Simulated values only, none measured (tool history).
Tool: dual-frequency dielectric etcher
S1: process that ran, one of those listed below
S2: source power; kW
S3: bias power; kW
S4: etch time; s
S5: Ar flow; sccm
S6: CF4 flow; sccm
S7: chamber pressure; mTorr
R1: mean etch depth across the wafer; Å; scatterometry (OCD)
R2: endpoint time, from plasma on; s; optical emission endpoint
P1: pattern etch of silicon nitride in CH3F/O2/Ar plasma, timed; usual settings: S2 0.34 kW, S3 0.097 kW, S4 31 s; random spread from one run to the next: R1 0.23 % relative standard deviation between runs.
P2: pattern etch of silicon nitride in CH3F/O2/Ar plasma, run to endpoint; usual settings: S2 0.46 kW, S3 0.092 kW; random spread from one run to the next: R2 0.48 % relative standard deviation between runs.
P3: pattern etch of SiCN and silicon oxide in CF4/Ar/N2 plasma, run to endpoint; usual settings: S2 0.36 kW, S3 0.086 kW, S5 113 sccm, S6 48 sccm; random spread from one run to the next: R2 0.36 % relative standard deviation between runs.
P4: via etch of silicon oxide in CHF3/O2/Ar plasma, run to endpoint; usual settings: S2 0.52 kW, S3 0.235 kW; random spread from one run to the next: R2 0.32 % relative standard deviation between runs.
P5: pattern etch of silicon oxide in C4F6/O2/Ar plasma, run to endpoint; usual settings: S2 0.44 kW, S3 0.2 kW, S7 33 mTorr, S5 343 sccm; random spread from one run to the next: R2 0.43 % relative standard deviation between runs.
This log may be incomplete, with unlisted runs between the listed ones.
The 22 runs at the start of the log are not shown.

| run | hour | S1 | S2 | S3 | S4 | S5 | S6 | S7 | R1 | R2 |
|---|---|---|---|---|---|---|---|---|---|---|
| 23 | 205.4 | P2 | 0.56 | 0.092 |  |  |  |  |  | 40.543 |
| 24 | 217 | P1 | 0.27 | 0.097 | 31 |  |  |  | 212.35 |  |
| 25 | 225.7 | P1 | 0.34 | 0.097 | 31 |  |  |  | 231.21 |  |
| 26 | 232.4 | P3 | 0.36 | 0.115 |  | 113 | 48 |  |  | 20.292 |
| 27 | 244.2 | P1 | 0.34 | 0.097 | 31 |  |  |  | 231.33 |  |
| 28 | 254.4 | P3 | 0.44 | 0.086 |  | 113 | 48 |  |  | 19.076 |
| 29 | 266.6 | P2 | 0.46 | 0.072 |  |  |  |  |  | 47.51 |
| 30 | 277.6 | P2 | 0.46 | 0.092 |  |  |  |  |  | 43.545 |
| 31 | 288.4 | P5 | 0.52 | 0.2 |  | 343 |  | 33 |  | 10.447 |
| 32 | 300.1 | P1 | 0.34 | 0.127 | 31 |  |  |  | 256.75 |  |
| 33 | 305.4 | P1 | 0.34 | 0.097 | 31 |  |  |  | 231.28 |  |

Run 34 comes next. What will it give?
| 34 | 312.7 | P1 | 0.34 | 0.097 | 31 |  |  |  | ? |  |

Run 34 measured R1 232.51 Å.
